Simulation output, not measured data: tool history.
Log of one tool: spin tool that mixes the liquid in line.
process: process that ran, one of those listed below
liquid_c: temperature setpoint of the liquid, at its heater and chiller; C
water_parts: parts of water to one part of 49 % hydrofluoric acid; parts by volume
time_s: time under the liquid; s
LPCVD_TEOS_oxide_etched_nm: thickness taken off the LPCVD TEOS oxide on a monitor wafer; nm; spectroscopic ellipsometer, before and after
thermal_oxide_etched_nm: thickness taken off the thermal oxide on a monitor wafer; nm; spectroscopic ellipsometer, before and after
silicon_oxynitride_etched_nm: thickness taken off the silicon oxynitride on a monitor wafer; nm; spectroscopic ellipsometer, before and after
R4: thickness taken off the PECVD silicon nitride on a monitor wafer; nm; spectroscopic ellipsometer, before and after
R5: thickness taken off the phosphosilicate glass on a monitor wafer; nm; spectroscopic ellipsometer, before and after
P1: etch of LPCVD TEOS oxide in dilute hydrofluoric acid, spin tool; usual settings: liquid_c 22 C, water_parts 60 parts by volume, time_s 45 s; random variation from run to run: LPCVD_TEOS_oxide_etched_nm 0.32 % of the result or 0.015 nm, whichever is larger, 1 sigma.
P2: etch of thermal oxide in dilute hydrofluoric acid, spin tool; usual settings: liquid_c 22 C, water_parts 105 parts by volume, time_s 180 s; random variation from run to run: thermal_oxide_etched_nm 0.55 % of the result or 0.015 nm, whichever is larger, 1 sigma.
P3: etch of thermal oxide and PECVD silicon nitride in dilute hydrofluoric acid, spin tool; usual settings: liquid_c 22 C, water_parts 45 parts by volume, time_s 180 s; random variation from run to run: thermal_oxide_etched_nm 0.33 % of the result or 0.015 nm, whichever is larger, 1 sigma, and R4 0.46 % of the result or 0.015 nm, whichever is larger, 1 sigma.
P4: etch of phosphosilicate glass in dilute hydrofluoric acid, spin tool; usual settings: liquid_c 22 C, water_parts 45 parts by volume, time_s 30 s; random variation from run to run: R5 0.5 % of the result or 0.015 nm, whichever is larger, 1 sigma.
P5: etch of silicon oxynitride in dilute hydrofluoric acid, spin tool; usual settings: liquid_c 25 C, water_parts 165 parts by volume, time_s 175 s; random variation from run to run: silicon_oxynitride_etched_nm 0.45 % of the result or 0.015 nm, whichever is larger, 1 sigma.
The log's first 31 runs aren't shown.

{"run": 32, "hour": 149.2, "process": "P5", "liquid_c": 25, "water_parts": 165, "time_s": 65, "silicon_oxynitride_etched_nm": 1.6559}
{"run": 33, "hour": 155.9, "process": "P4", "liquid_c": 22, "water_parts": 45, "time_s": 15, "R5": 27.878}
{"run": 34, "hour": 159.7, "process": "P1", "liquid_c": 22, "water_parts": 60, "time_s": 45, "LPCVD_TEOS_oxide_etched_nm": 16.147}
{"run": 35, "hour": 163.0, "process": "P1", "liquid_c": 22, "water_parts": 60, "time_s": 45, "LPCVD_TEOS_oxide_etched_nm": 16.499}
{"run": 36, "hour": 167.4, "process": "P1", "liquid_c": 22, "water_parts": 60, "time_s": 45, "LPCVD_TEOS_oxide_etched_nm": 16.994}
{"run": 37, "hour": 173.7, "process": "P1", "liquid_c": 22, "water_parts": 60, "time_s": 45, "LPCVD_TEOS_oxide_etched_nm": 17.128}
{"run": 38, "hour": 177.6, "process": "P1", "liquid_c": 22, "water_parts": 60, "time_s": 45, "LPCVD_TEOS_oxide_etched_nm": 17.276}
{"run": 39, "hour": 182.5, "process": "P1", "liquid_c": 22, "water_parts": 60, "time_s": 45, "LPCVD_TEOS_oxide_etched_nm": 17.481}
{"run": 40, "hour": 188.9, "process": "P1", "liquid_c": 22, "water_parts": 60, "time_s": 45, "LPCVD_TEOS_oxide_etched_nm": 17.472}
{"run": 41, "hour": 195.2, "process": "P1", "liquid_c": 22, "water_parts": 60, "time_s": 45, "LPCVD_TEOS_oxide_etched_nm": 17.589}
{"run": 42, "hour": 200.2, "process": "P1", "liquid_c": 22, "water_parts": 60, "time_s": 45, "LPCVD_TEOS_oxide_etched_nm": 17.546}

Run 43 comes next. What will it give?
{"run": 43, "hour": 204.0, "process": "P1", "liquid_c": 22, "water_parts": 60, "time_s": 45, "LPCVD_TEOS_oxide_etched_nm": "?"}

Run 43 gave LPCVD_TEOS_oxide_etched_nm 17.629 nm.
